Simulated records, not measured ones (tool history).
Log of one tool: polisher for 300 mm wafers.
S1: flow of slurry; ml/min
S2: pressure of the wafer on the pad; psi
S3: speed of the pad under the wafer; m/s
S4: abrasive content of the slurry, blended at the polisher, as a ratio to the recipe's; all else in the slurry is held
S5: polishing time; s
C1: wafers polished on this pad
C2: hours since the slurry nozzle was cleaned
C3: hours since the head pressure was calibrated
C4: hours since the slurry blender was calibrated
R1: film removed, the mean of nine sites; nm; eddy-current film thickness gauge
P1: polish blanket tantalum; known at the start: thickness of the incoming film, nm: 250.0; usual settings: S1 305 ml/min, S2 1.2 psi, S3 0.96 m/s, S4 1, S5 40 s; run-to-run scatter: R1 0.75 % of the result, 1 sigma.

run	hour	S1	S2	S3	S4	S5	C1	C2	C3	C4	R1
1	13.2	305	1.2	0.96	1	40	619	169	600.1	77.8	40.908
2	30.2	305	1.2	0.96	0.5	40	815	186	617.1	94.8	31.59
3	42.7	305	1.2	0.96	1	40	959	198.5	629.6	107.3	40.907
4	56.6	185	1.2	0.96	1	40	1120	212.4	643.5	121.2	38.62
5	71.3	305	1.2	0.96	1	21	1290	227.1	658.2	135.9	21.09
6	81.1	305	1.2	1.22	1	40	1403	236.9	668	145.7	52.116
7	91.7	305	1.2	0.96	1	40	1525	247.5	678.6	156.3	41.405
8	104.3	305	1.2	0.96	1	56	1671	260.1	691.2	168.9	56.765
9	114.8	305	1.7	0.96	1	40	1792	270.6	701.7	179.4	58.223
10	132.7	305	0.9	0.96	1	40	1999	288.5	719.6	197.3	30.244
11	145.3	455	1.2	0.96	1	61	2144	301.1	732.2	209.9	63.741
12	153.7	475	1.2	0.96	1	40	2241	309.5	740.6	218.3	42.187
13	162.9	305	1.2	0.96	1	40	2348	318.7	749.8	227.5	40.809
14	172.4	305	1.2	0.44	1	40	2457	328.2	759.3	237	18.717
# hour 172.7: slurry blender recalibrated
15	183.2	305	1.8	0.96	1	29	2582	339	770.1	10.5	44.38
16	193.9	305	1.2	0.96	1.2	40	2706	349.7	780.8	21.2	42.766
17	203.1	305	1.2	0.96	1	40	2812	358.9	790	30.4	41.043
18	221	305	1.2	0.96	1	40	3019	376.8	807.9	48.3	39.853
19	229.5	305	1.2	0.96	1	40	3117	385.3	816.4	56.8	39.431
20	244.8	305	1.2	0.96	1	40	3294	400.6	831.7	72.1	38.497
21	254.7	305	1.2	0.96	1	40	3408	410.5	841.6	82	38.569
# hour 260.8: slurry nozzle cleaned
22	263.7	305	1.2	0.96	1	40	3512	3	850.6	91	38.213
# hour 269.8: head pressure recalibrated
23	279.1	305	1.2	0.96	1	40	3690	18.4	9.3	106.4	38.239
24	297.1	305	1.2	0.96	1	40	3898	36.4	27.3	124.4	37.441
25	310.5	305	1.2	0.96	1	40	4052	49.8	40.7	137.8	38.119

What P1 gives has crept away from where it was. These 2 causes fit the log equally well, each at the size given:
A: removal rate lost through wear of the pad, % = 6.91
B: abrasive missing from the slurry, % = 20.6
The creep began at about hour 203.1.
Why every other cause is out:
slurry flow missing at the pad, %: serviced at hour 260.8, which brought nothing back
head's pressure below its setpoint, %: serviced at hour 269.8, which brought nothing back

4 check runs are offered, each on 5 wafers whose results are averaged, their results left as question marks. Which one tells the causes apart?
check 1	323.9	305	0.9	0.96	1	40					?
check 2	323.9	305	1.2	0.74	1	40					?
check 3	323.9	305	1.2	0.54	1	40					?
check 4	323.9	305	1.2	0.96	0.6	23					?

What each check would give under each cause:
check	result	if A	if B
check 1	R1	28.469	28.471
check 2	R1	29.259	29.262
check 3	R1	21.351	21.353
check 4	R1	18.334	17.843
How far apart the two closest causes lie, in the result that separates them most: check 1 0.01 %; check 2 0.01 %; check 3 0.01 %; check 4 2.71 %
Only check 4 tells the causes apart: in the others they would give nearly the same result.

Check 4 was then run and gave: R1 18.19 nm. Which cause is it?

It is A: removal rate lost through wear of the pad, %.
